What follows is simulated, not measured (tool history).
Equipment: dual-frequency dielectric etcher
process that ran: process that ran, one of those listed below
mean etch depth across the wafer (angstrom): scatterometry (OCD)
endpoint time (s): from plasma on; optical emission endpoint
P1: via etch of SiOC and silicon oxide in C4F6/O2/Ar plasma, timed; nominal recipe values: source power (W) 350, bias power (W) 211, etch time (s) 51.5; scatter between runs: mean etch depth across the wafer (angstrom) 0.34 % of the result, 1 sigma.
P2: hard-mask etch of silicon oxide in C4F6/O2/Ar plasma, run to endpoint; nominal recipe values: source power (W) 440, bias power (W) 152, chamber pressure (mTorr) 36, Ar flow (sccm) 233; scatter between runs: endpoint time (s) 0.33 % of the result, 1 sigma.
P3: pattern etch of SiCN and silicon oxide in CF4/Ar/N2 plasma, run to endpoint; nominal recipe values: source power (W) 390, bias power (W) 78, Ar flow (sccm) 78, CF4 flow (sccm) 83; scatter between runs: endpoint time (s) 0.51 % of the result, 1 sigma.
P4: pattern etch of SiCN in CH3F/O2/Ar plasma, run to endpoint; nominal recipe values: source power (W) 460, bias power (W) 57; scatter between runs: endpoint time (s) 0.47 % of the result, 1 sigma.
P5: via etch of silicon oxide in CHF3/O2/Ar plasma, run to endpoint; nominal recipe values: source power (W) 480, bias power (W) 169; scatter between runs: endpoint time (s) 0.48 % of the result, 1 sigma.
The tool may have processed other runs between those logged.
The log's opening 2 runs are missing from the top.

| run | hour | process that ran | source power (W) | bias power (W) | etch time (s) | Ar flow (sccm) | CF4 flow (sccm) | chamber pressure (mTorr) | hours since the last wet clean | hours since the last source power generator calibration | hours since the last bias power generator calibration | mean etch depth across the wafer (angstrom) | endpoint time (s) |
|---|---|---|---|---|---|---|---|---|---|---|---|---|---|
| 3 | 36.3 | P1 | 420 | 211 | 51.5 |  |  |  | 147.2 | 1344.3 | 3300.5 | 649.6 |  |
| 4 | 49 | P3 | 390 | 78 |  | 78 | 63 |  | 159.9 | 1357 | 3313.2 |  | 13.638 |
| 5 | 56.8 | P2 | 440 | 152 |  | 233 |  | 25 | 167.7 | 1364.8 | 3321 |  | 83.471 |
| 6 | 70.5 | P1 | 280 | 211 | 51.5 |  |  |  | 181.4 | 1378.5 | 3334.7 | 556.42 |  |
| 7 | 86.8 | P2 | 440 | 152 |  | 233 |  | 36 | 197.7 | 1394.8 | 3351 |  | 87.37 |
| 8 | 99.3 | P4 | 460 | 57 |  |  |  |  | 210.2 | 1407.3 | 3363.5 |  | 20.604 |
| 9 | 114.4 | P3 | 390 | 45 |  | 78 | 83 |  | 225.3 | 1422.4 | 3378.6 |  | 15.582 |
| 10 | 122.2 | P1 | 350 | 211 | 51.5 |  |  |  | 233.1 | 1430.2 | 3386.4 | 605.81 |  |
| 11 | 134.9 | P1 | 270 | 144 | 51.5 |  |  |  | 245.8 | 1442.9 | 3399.1 | 484.03 |  |
| 12 | 151 | P2 | 440 | 152 |  | 233 |  | 36 | 261.9 | 1459 | 3415.2 |  | 86.785 |
| 13 | 159.8 | P1 | 350 | 123 | 51.5 |  |  |  | 270.7 | 1467.8 | 3424 | 510.39 |  |
| 14 | 169.8 | P1 | 350 | 289 | 51.5 |  |  |  | 280.7 | 1477.8 | 3434 | 675.99 |  |
| 15 | 184 | P5 | 480 | 169 |  |  |  |  | 294.9 | 1492 | 3448.2 |  | 362.89 |
| 16 | 198.4 | P2 | 440 | 152 |  | 146 |  | 36 | 309.3 | 1506.4 | 3462.6 |  | 82.334 |
| 17 | 207.3 | P5 | 480 | 106 |  |  |  |  | 318.2 | 1515.3 | 3471.5 |  | 419.84 |
| 18 | 217 | P4 | 460 | 71 |  |  |  |  | 327.9 | 1525 | 3481.2 |  | 19.343 |
| 19 | 228.4 | P2 | 610 | 152 |  | 233 |  | 36 | 339.3 | 1536.4 | 3492.6 |  | 76.55 |

What does the tool deliver on the next run?
| 20 | 244.4 | P3 | 550 | 78 |  | 78 | 83 |  | 355.3 | 1552.4 | 3508.6 |  | ? |

{"run 20": {"endpoint time (s)": 9.701}}
